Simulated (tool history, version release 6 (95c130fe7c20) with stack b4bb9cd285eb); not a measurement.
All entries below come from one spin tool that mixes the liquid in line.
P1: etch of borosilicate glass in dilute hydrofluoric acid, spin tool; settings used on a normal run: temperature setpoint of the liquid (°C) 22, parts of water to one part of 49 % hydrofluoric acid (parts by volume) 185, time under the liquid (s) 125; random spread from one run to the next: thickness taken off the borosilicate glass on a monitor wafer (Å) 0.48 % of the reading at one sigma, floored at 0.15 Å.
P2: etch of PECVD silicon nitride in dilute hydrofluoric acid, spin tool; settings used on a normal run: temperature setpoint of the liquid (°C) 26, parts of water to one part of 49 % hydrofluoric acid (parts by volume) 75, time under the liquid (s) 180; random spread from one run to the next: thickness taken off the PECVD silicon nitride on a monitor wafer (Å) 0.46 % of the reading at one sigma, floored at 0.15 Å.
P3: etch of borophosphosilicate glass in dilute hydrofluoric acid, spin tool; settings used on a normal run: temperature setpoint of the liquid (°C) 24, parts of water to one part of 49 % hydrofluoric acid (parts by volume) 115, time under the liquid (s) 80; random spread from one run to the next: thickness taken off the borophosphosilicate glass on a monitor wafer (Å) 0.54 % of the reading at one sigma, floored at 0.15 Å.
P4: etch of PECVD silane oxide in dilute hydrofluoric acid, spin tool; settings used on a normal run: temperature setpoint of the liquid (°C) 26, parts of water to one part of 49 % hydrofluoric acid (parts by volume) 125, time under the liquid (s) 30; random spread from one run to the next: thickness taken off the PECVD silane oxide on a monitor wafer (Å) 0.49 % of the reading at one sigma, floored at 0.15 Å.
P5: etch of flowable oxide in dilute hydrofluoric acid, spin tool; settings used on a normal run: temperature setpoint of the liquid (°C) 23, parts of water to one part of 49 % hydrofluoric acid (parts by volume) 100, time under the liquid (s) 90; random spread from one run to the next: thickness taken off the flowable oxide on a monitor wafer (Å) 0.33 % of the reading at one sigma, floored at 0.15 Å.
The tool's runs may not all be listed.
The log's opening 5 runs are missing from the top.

run	hour	process that ran	temperature setpoint of the liquid (°C)	parts of water to one part of 49 % hydrofluoric acid (parts by volume)	time under the liquid (s)	thickness taken off the borosilicate glass on a monitor wafer (Å)	thickness taken off the PECVD silicon nitride on a monitor wafer (Å)	thickness taken off the PECVD silane oxide on a monitor wafer (Å)	thickness taken off the flowable oxide on a monitor wafer (Å)	thickness taken off the borophosphosilicate glass on a monitor wafer (Å)
6	53.3	P2	26	130	180		87.75			
7	61.2	P1	22	185	125	230.380				
8	75.7	P2	26	75	180		152.07			
9	83.8	P5	23	100	45				165.65	
10	91.2	P2	26	75	180		151.20			
11	100.1	P3	24	115	80					235.65
12	108.3	P3	17	115	80					177.03
13	120.6	P5	18	100	90				269.72	
14	132.6	P4	20	125	30			93.98		
15	145.2	P1	22	185	125	231.090				
16	153.6	P1	29	185	125	299.420				
17	168.7	P5	23	100	90				330.62	
18	182.9	P3	24	205	80					119.40

The next listed run, before its measurement:
19	193.5	P1	22	95	125	?				

{"run 19": {"thickness taken off the borosilicate glass on a monitor wafer (Å)": 493.22}}
